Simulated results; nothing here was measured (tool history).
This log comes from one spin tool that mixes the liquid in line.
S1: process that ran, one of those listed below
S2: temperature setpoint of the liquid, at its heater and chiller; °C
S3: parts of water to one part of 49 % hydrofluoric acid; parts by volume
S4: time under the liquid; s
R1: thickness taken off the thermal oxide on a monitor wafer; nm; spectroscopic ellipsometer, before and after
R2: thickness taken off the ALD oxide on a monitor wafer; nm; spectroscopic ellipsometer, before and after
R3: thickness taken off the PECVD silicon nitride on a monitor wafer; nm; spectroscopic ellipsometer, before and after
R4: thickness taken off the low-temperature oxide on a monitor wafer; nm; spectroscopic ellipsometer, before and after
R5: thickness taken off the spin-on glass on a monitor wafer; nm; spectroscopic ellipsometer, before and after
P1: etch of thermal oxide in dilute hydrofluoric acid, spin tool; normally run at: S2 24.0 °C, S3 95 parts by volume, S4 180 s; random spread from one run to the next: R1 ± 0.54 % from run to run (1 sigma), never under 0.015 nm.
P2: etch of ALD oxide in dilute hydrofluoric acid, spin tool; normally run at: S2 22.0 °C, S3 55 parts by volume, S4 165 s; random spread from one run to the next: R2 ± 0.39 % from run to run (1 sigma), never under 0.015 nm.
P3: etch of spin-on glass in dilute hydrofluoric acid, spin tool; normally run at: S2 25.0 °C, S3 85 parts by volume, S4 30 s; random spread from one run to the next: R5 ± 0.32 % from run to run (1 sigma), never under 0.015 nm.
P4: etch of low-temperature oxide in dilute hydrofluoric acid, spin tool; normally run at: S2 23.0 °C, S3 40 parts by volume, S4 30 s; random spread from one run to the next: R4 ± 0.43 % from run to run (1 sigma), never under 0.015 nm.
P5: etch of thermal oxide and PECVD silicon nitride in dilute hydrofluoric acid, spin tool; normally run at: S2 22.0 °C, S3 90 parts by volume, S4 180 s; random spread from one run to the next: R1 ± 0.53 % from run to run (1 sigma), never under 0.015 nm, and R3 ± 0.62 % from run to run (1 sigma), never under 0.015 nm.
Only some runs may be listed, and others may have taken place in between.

{"run": 1, "hour": 12.0, "S1": "P1", "S2": 24.0, "S3": 95, "S4": 180, "R1": 8.9714}
{"run": 2, "hour": 22.5, "S1": "P2", "S2": 22.0, "S3": 55, "S4": 50, "R2": 11.823}
{"run": 3, "hour": 34.3, "S1": "P5", "S2": 22.0, "S3": 20, "S4": 180, "R1": 44.083, "R3": 23.192}
{"run": 4, "hour": 41.6, "S1": "P1", "S2": 24.0, "S3": 60, "S4": 180, "R1": 14.842}
{"run": 5, "hour": 49.4, "S1": "P1", "S2": 24.0, "S3": 95, "S4": 180, "R1": 8.9437}
{"run": 6, "hour": 59.6, "S1": "P5", "S2": 22.0, "S3": 90, "S4": 180, "R1": 9.0051, "R3": 5.5091}
{"run": 7, "hour": 70.3, "S1": "P4", "S2": 23.0, "S3": 40, "S4": 30, "R4": 9.6675}
{"run": 8, "hour": 83.5, "S1": "P2", "S2": 22.0, "S3": 55, "S4": 165, "R2": 38.774}
{"run": 9, "hour": 94.7, "S1": "P1", "S2": 24.0, "S3": 95, "S4": 180, "R1": 9.0602}
{"run": 10, "hour": 106.0, "S1": "P3", "S2": 20.5, "S3": 85, "S4": 30, "R5": 11.349}
{"run": 11, "hour": 116.8, "S1": "P1", "S2": 24.0, "S3": 95, "S4": 15, "R1": 0.75136}
{"run": 12, "hour": 123.8, "S1": "P1", "S2": 28.0, "S3": 140, "S4": 180, "R1": 6.7476}
{"run": 13, "hour": 131.3, "S1": "P5", "S2": 22.0, "S3": 90, "S4": 180, "R1": 8.9896, "R3": 5.5258}
{"run": 14, "hour": 137.9, "S1": "P1", "S2": 24.0, "S3": 130, "S4": 180, "R1": 6.2177}
{"run": 15, "hour": 151.3, "S1": "P4", "S2": 23.0, "S3": 40, "S4": 55, "R4": 17.827}
{"run": 16, "hour": 165.1, "S1": "P1", "S2": 31.0, "S3": 95, "S4": 180, "R1": 11.688}
{"run": 17, "hour": 173.1, "S1": "P3", "S2": 25.0, "S3": 85, "S4": 30, "R5": 13.609}
{"run": 18, "hour": 182.6, "S1": "P3", "S2": 25.0, "S3": 150, "S4": 30, "R5": 7.078}
{"run": 19, "hour": 191.7, "S1": "P3", "S2": 25.0, "S3": 85, "S4": 30, "R5": 13.554}
{"run": 20, "hour": 200.7, "S1": "P5", "S2": 30.0, "S3": 90, "S4": 180, "R1": 12.455, "R3": 9.3167}
{"run": 21, "hour": 212.0, "S1": "P1", "S2": 20.0, "S3": 95, "S4": 300, "R1": 12.772}
{"run": 22, "hour": 223.1, "S1": "P2", "S2": 22.0, "S3": 80, "S4": 165, "R2": 25.921}
{"run": 23, "hour": 232.8, "S1": "P1", "S2": 17.5, "S3": 95, "S4": 180, "R1": 6.8035}
{"run": 24, "hour": 241.2, "S1": "P1", "S2": 24.0, "S3": 95, "S4": 320, "R1": 15.9}
{"run": 25, "hour": 254.1, "S1": "P4", "S2": 28.5, "S3": 40, "S4": 30, "R4": 12.29}
{"run": 26, "hour": 267.7, "S1": "P1", "S2": 29.5, "S3": 50, "S4": 180, "R1": 22.646}
{"run": 27, "hour": 276.3, "S1": "P4", "S2": 23.0, "S3": 40, "S4": 30, "R4": 9.7164}
{"run": 28, "hour": 284.4, "S1": "P3", "S2": 25.0, "S3": 85, "S4": 65, "R5": 29.443}
{"run": 29, "hour": 297.5, "S1": "P4", "S2": 23.0, "S3": 20, "S4": 30, "R4": 19.921}
{"run": 30, "hour": 308.8, "S1": "P2", "S2": 17.0, "S3": 55, "S4": 165, "R2": 31.369}
{"run": 31, "hour": 316.7, "S1": "P1", "S2": 24.0, "S3": 95, "S4": 180, "R1": 8.9367}
{"run": 32, "hour": 330.9, "S1": "P2", "S2": 22.0, "S3": 55, "S4": 165, "R2": 39.039}
{"run": 33, "hour": 342.6, "S1": "P5", "S2": 22.0, "S3": 90, "S4": 285, "R1": 14.381, "R3": 8.6581}
{"run": 34, "hour": 350.6, "S1": "P1", "S2": 24.0, "S3": 95, "S4": 180, "R1": 8.9669}
{"run": 35, "hour": 357.6, "S1": "P1", "S2": 24.0, "S3": 95, "S4": 180, "R1": 8.9898}
{"run": 36, "hour": 371.9, "S1": "P1", "S2": 24.0, "S3": 95, "S4": 180, "R1": 9.2509}
{"run": 37, "hour": 382.9, "S1": "P1", "S2": 24.0, "S3": 95, "S4": 180, "R1": 9.2448}
{"run": 38, "hour": 392.8, "S1": "P1", "S2": 24.0, "S3": 95, "S4": 180, "R1": 9.4122}
{"run": 39, "hour": 400.7, "S1": "P1", "S2": 24.0, "S3": 95, "S4": 180, "R1": 9.4576}
{"run": 40, "hour": 407.9, "S1": "P1", "S2": 24.0, "S3": 95, "S4": 180, "R1": 9.4489}
{"run": 41, "hour": 416.3, "S1": "P1", "S2": 24.0, "S3": 95, "S4": 180, "R1": 9.476}
{"run": 42, "hour": 428.7, "S1": "P1", "S2": 24.0, "S3": 95, "S4": 180, "R1": 9.4688}
{"run": 43, "hour": 442.1, "S1": "P1", "S2": 24.0, "S3": 95, "S4": 180, "R1": 9.3256}

The output of P1 has drifted from where it used to be. Each of the 2 causes below, taken at the size shown beside it, accounts for the log equally well:
A: hydrofluoric acid flow above the setpoint (%) = 5.15
B: liquid hotter than its thermometer reads (K) = 1.42
The onset of the drift is placed at about hour 350.6.

Listed below are the offered check runs, one wafer per run, with question marks in place of results. For which of them would the causes give clearly different outcomes?
{"run": "check 1", "hour": 455.5, "S1": "P2", "S2": 19.0, "S3": 80, "S4": 165, "R2": "?"}
{"run": "check 2", "hour": 455.5, "S1": "P3", "S2": 25.0, "S3": 120, "S4": 60, "R5": "?"}
{"run": "check 3", "hour": 455.5, "S1": "P4", "S2": 27.5, "S3": 40, "S4": 30, "R4": "?"}
{"run": "check 4", "hour": 455.5, "S1": "P5", "S2": 28.5, "S3": 20, "S4": 180, "R1": "?", "R3": "?"}

Outcome of each check run for each possible cause:
check=check_1 result=R2 if_A=24.199 if_B=24.310
check=check_2 result=R5 if_A=19.536 if_B=19.480
check=check_3 result=R4 if_A=12.3380 if_B=12.3860
check=check_4 result=R1 if_A=61.15500 if_B=61.52200
check=check_4 result=R3 if_A=38.4900 if_B=40.2980
Smallest distance between any two causes, each pair judged by its most separating result, in per cent: check 1 0.46 %; check 2 0.29 %; check 3 0.39 %; check 4 4.59 %
Only check 4 tells the causes apart: in the others they would give nearly the same result.

Running check 4 produced the following: R1 61.77300 nm; R3 40.1540 nm. Which one of the listed causes fits?

The correct cause is B, namely: liquid hotter than its thermometer reads (K).

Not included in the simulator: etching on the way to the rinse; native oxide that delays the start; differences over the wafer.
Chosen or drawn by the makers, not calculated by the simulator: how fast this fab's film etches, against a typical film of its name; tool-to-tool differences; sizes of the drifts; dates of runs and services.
